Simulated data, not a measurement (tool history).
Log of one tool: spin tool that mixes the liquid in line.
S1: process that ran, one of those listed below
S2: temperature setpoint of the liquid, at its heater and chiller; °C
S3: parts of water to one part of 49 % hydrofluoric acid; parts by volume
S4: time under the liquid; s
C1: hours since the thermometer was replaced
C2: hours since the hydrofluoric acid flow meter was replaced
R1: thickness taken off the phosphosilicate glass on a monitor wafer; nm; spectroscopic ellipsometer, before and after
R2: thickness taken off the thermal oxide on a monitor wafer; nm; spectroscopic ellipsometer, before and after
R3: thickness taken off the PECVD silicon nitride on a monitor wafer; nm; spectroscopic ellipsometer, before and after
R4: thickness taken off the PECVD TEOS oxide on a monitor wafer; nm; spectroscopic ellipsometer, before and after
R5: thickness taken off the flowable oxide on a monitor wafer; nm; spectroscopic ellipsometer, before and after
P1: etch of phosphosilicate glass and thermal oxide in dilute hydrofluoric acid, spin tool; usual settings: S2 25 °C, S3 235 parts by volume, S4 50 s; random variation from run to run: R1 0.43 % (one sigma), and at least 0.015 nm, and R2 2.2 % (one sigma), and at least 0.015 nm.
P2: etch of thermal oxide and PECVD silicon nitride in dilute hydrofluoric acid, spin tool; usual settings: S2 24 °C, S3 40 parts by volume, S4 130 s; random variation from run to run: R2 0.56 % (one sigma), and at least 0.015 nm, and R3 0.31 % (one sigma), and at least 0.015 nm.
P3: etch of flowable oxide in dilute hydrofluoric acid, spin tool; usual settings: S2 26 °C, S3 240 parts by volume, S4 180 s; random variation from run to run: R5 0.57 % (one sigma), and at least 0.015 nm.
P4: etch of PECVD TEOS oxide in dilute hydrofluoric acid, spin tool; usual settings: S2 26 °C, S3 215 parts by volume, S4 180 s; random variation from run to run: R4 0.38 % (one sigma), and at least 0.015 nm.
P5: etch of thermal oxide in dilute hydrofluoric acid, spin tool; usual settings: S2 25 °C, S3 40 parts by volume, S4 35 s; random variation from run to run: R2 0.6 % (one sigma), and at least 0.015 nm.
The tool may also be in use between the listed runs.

| run | hour | S1 | S2 | S3 | S4 | C1 | C2 | R1 | R2 | R3 | R4 | R5 |
|---|---|---|---|---|---|---|---|---|---|---|---|---|
| 1 | 6.7 | P1 | 25 | 235 | 50 | 120.1 | 726.5 | 11.383 | 0.9612 |  |  |  |
| 2 | 16 | P2 | 18.5 | 40 | 130 | 129.4 | 735.8 |  | 12.859 | 8.7167 |  |  |
| 3 | 21.2 | P1 | 29 | 115 | 50 | 134.6 | 741 | 31.344 | 2.52 |  |  |  |
| 4 | 27.3 | P4 | 26 | 40 | 180 | 140.7 | 747.1 |  |  |  | 50.742 |  |
| 5 | 33 | P3 | 26 | 240 | 180 | 146.4 | 752.8 |  |  |  |  | 17.976 |
| 6 | 41.4 | P5 | 25 | 40 | 15 | 154.8 | 761.2 |  | 2.0531 |  |  |  |
| 7 | 50.7 | P1 | 32 | 235 | 50 | 164.1 | 770.5 | 14.554 | 1.2063 |  |  |  |
| 8 | 59.8 | P4 | 21 | 215 | 180 | 173.2 | 779.6 |  |  |  | 6.2857 |  |
|  | 63.7 | hydrofluoric acid flow meter replaced |
| 9 | 70 | P1 | 25 | 80 | 50 | 183.4 | 6.3 | 40.833 | 3.236 |  |  |  |
| 10 | 81.2 | P3 | 26 | 240 | 345 | 194.6 | 17.5 |  |  |  |  | 34.475 |
| 11 | 91.6 | P4 | 26 | 215 | 335 | 205 | 27.9 |  |  |  | 14.127 |  |
| 12 | 103.2 | P1 | 25 | 360 | 50 | 216.6 | 39.5 | 6.6017 | 0.49736 |  |  |  |
| 13 | 111.8 | P1 | 25 | 235 | 50 | 225.2 | 48.1 | 11.569 | 0.90418 |  |  |  |
| 14 | 122.5 | P5 | 25 | 40 | 35 | 235.9 | 58.8 |  | 4.8338 |  |  |  |
| 15 | 133 | P1 | 25 | 235 | 50 | 246.4 | 69.3 | 11.493 | 0.96074 |  |  |  |
| 16 | 138.5 | P2 | 24 | 20 | 130 | 251.9 | 74.8 |  | 33.759 | 24.821 |  |  |
| 17 | 146.1 | P3 | 29.5 | 240 | 180 | 259.5 | 82.4 |  |  |  |  | 20.346 |
| 18 | 157.5 | P1 | 20 | 235 | 50 | 270.9 | 93.8 | 9.6066 | 0.77583 |  |  |  |
| 19 | 168.2 | P3 | 26 | 240 | 180 | 281.6 | 104.5 |  |  |  |  | 17.981 |
| 20 | 174.8 | P1 | 25 | 235 | 95 | 288.2 | 111.1 | 22.018 | 1.8226 |  |  |  |
| 21 | 185.1 | P5 | 20.5 | 40 | 35 | 298.5 | 121.4 |  | 3.9846 |  |  |  |
| 22 | 195.1 | P4 | 26 | 215 | 180 | 308.5 | 131.4 |  |  |  | 7.644 |  |
| 23 | 203 | P1 | 25 | 235 | 50 | 316.4 | 139.3 | 11.387 | 0.96691 |  |  |  |
| 24 | 211.1 | P1 | 25 | 235 | 15 | 324.5 | 147.4 | 3.4414 | 0.27585 |  |  |  |
| 25 | 216.2 | P5 | 25 | 40 | 35 | 329.6 | 152.5 |  | 4.8154 |  |  |  |
| 26 | 227.6 | P5 | 25 | 20 | 35 | 341 | 163.9 |  | 9.945 |  |  |  |
| 27 | 235.1 | P2 | 24 | 40 | 130 | 348.5 | 171.4 |  | 16.36 | 12.747 |  |  |
| 28 | 241.7 | P2 | 24 | 40 | 15 | 355.1 | 178 |  | 1.8925 | 1.4807 |  |  |
| 29 | 251 | P2 | 24 | 40 | 130 | 364.4 | 187.3 |  | 16.246 | 12.787 |  |  |

Run 30 comes next. What will it give?
| 30 | 262.6 | P3 | 26 | 150 | 180 | 376 | 198.9 |  |  |  |  | ? |

R5: 31.862 nm
